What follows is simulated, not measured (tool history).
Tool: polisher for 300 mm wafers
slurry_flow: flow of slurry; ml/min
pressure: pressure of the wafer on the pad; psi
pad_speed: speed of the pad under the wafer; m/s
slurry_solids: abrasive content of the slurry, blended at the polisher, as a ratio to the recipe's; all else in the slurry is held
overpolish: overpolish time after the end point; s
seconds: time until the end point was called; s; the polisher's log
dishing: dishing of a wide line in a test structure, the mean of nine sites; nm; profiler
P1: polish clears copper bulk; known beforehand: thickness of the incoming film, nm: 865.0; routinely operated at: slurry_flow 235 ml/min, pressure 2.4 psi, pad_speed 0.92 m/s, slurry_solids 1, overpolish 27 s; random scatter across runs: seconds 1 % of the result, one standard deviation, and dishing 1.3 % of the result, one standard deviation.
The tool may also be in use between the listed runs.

run,day,slurry_flow,pressure,pad_speed,slurry_solids,overpolish,wafers polished on this pad,hours since the slurry nozzle was cleaned,hours since the head pressure was calibrated,hours since the slurry blender was calibrated,seconds,dishing
1,0.242,235,2.4,0.92,1,27,526,186,226.2,181.6,104.95,106.67
2,0.417,235,2.4,0.92,1,27,555,190.2,230.4,185.8,105.92,105.27
3,0.633,140,2.4,0.92,1,27,589,195.4,235.6,191,113.1,99.997
4,0.833,235,2.4,0.92,1,27,622,200.2,240.4,195.8,104.78,103.96
5,0.979,235,2.4,0.92,1,49,645,203.7,243.9,199.3,105.35,131.63
# day 1.05: slurry blender recalibrated
6,1.212,235,2.4,1.3,1,27,683,209.3,249.5,4,75.127,123.18
7,1.417,235,2.4,0.92,1,27,716,214.2,254.4,8.9,106,104
8,1.708,235,2.4,0.92,1,27,763,221.2,261.4,15.9,104.85,106.44
9,1.933,235,2.4,0.62,1,27,799,226.6,266.8,21.3,156.85,85.064
10,2.188,235,2.4,0.92,1,9,840,232.7,272.9,27.4,107.97,50.451
11,2.458,235,1.2,0.92,1,27,883,239.2,279.4,33.9,208.34,62.546
12,2.692,235,2.4,0.92,1,27,921,244.8,285,39.5,106.62,106.09
13,2.979,235,3.7,0.92,1,27,967,251.7,291.9,46.4,67.808,138.64
14,3.204,235,2.4,0.6,1.25,27,1003,257.1,297.3,51.8,152.06,84.829
15,3.375,235,2.4,0.92,0.55,27,1031,261.2,301.4,55.9,120.33,98.558
16,3.633,330,2.4,0.92,1,27,1072,267.4,307.6,62.1,102.06,105.2
17,3.85,235,1.9,0.92,1,39,1107,272.6,312.8,67.3,131.63,106.75
18,4.004,235,2.4,0.92,1.45,27,1132,276.3,316.5,71,97.47,110.17
19,4.15,235,2.4,0.92,1,27,1156,279.8,320,74.5,105.37,104.03
20,4.338,235,2.4,0.92,1,27,1186,284.3,324.5,79,107.3,103.03
21,4.554,235,2.4,0.92,1,27,1221,289.5,329.7,84.2,109.93,102.41
22,4.712,235,2.4,0.92,1,27,1246,293.3,333.5,88,111.39,103.74
# day 4.842: slurry blender recalibrated
23,4.854,235,2.4,0.92,1,27,1269,296.7,336.9,0.4,108.95,101.98
# day 4.879: head pressure recalibrated
24,5.142,235,2.4,0.92,1,27,1315,303.6,6.4,7.3,111.5,103.76
25,5.375,235,2.4,0.92,1,27,1353,309.2,12,12.9,112.66,101.5

P1 has crept away from where it was. The log is fitted equally well by each of these 2 causes, at the sizes shown:
A: removal rate lost through wear of the pad, % = 5.7
B: slurry flow missing at the pad, % = 34.4
The gradual shift began around day 4.15.
All other causes, with the reason each is excluded:
head's pressure below its setpoint, %: work on it at day 4.879, done after the drift set in, did not restore what the process gave before
abrasive missing from the slurry, %: work on it at day 4.842, done after the drift set in, did not restore what the process gave before

Of the 4 check runs below, each run on 5 wafers with the results averaged and each result still a question mark, which one would tell the listed causes apart?
check 1,5.608,140,2.4,0.92,1,12,,,,,?,?
check 2,5.608,235,1.7,0.92,1.45,27,,,,,?,?
check 3,5.608,235,1.4,0.92,0.7,27,,,,,?,?
check 4,5.608,235,3.7,0.92,1,27,,,,,?,?

Check results expected under each cause:
check,result,if A,if B
check 1,seconds,120.81,125.18
check 1,dishing,56.992,55.436
check 2,seconds,145.8,145.78
check 2,dishing,82.946,82.952
check 3,seconds,206.96,206.93
check 3,dishing,64.771,64.776
check 4,seconds,72.666,72.656
check 4,dishing,136.18,136.19
Distance between the nearest two causes, measured in the result of the check that separates them most: check 1 3.56 %; check 2 0.01 %; check 3 0.01 %; check 4 0.01 %
Check 1 is the one run that separates the causes; every other check would come out nearly the same whichever cause is at work.

With check 1 done, the readings were: seconds 124.34 s; dishing 55.612 nm. Identify which of the listed causes applies.

The cause is B: slurry flow missing at the pad, %.
